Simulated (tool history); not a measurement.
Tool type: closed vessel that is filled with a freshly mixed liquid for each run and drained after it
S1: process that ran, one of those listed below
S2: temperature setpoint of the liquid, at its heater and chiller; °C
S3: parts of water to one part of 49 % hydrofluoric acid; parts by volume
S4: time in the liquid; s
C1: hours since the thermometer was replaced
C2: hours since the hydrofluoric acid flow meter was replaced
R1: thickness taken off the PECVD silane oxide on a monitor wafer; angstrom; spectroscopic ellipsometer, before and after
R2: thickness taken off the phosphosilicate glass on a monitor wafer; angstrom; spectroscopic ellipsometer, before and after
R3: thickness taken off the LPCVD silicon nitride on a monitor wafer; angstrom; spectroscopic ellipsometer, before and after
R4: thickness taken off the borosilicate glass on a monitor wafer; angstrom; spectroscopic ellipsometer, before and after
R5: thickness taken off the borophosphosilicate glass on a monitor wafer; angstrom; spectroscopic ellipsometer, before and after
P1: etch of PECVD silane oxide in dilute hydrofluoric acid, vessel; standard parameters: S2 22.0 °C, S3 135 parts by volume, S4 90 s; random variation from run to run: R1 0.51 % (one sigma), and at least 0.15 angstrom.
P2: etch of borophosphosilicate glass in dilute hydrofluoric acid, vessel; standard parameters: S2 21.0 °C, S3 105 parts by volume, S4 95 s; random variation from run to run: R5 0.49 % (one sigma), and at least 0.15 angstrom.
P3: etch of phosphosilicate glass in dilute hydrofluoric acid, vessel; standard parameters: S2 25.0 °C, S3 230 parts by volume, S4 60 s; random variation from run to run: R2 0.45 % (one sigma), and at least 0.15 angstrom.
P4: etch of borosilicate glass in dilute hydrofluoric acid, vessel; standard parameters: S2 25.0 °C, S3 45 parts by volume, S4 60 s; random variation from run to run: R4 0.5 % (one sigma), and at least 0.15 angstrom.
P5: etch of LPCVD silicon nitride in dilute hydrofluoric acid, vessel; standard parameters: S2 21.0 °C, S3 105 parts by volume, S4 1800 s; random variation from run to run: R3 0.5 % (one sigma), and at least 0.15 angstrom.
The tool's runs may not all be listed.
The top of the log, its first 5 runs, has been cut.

run   hour  S1    S2   S3    S4     C1     C2       R1  R2       R3       R4       R5
  6   75.4  P5  21.0  105  1800  411.8  697.1                72.608
  7   89.8  P1  22.0  135    90  426.2  711.5   88.961
  8  100.0  P5  21.0  105  3405  436.4  721.7               138.270
  9  110.6  P1  22.0   60    90  447.0  732.3  217.000
 10  118.4  P4  25.0   45   100  454.8  740.1                        1358.20
 11  134.8  P1  22.0  135   150  471.2  756.5  147.780
 12  143.2  P2  21.0  105    95  479.6  764.9                                  542.16
 13  157.5  P1  22.0  135    90  493.9  779.2   89.529
 14  167.5  P2  21.0  105    30  503.9  789.2                                  171.84
 15  182.4  P5  21.0   65  1800  518.8  804.1               114.470
 16  195.0  P2  21.0   40    95  531.4  816.7                                 1539.00
 17  209.6  P4  31.0   45    60  546.0  831.3                        1039.70
 18  218.4  P5  21.0  105  1800  554.8  840.1                71.666
 19  227.2  P2  25.5  105    95  563.6  848.9                                  649.11
 20  234.5  P5  17.0  105  1800  570.9  856.2                54.467
 21  251.2  P4  25.0   65    60  587.6  872.9                         547.05
 22  263.7  P4  25.0   45    60  600.1  885.4                         813.10

What will run 23 give?
 23  275.4  P4  25.0  45  60  611.8  897.1               ?

R4: 811.95 angstrom

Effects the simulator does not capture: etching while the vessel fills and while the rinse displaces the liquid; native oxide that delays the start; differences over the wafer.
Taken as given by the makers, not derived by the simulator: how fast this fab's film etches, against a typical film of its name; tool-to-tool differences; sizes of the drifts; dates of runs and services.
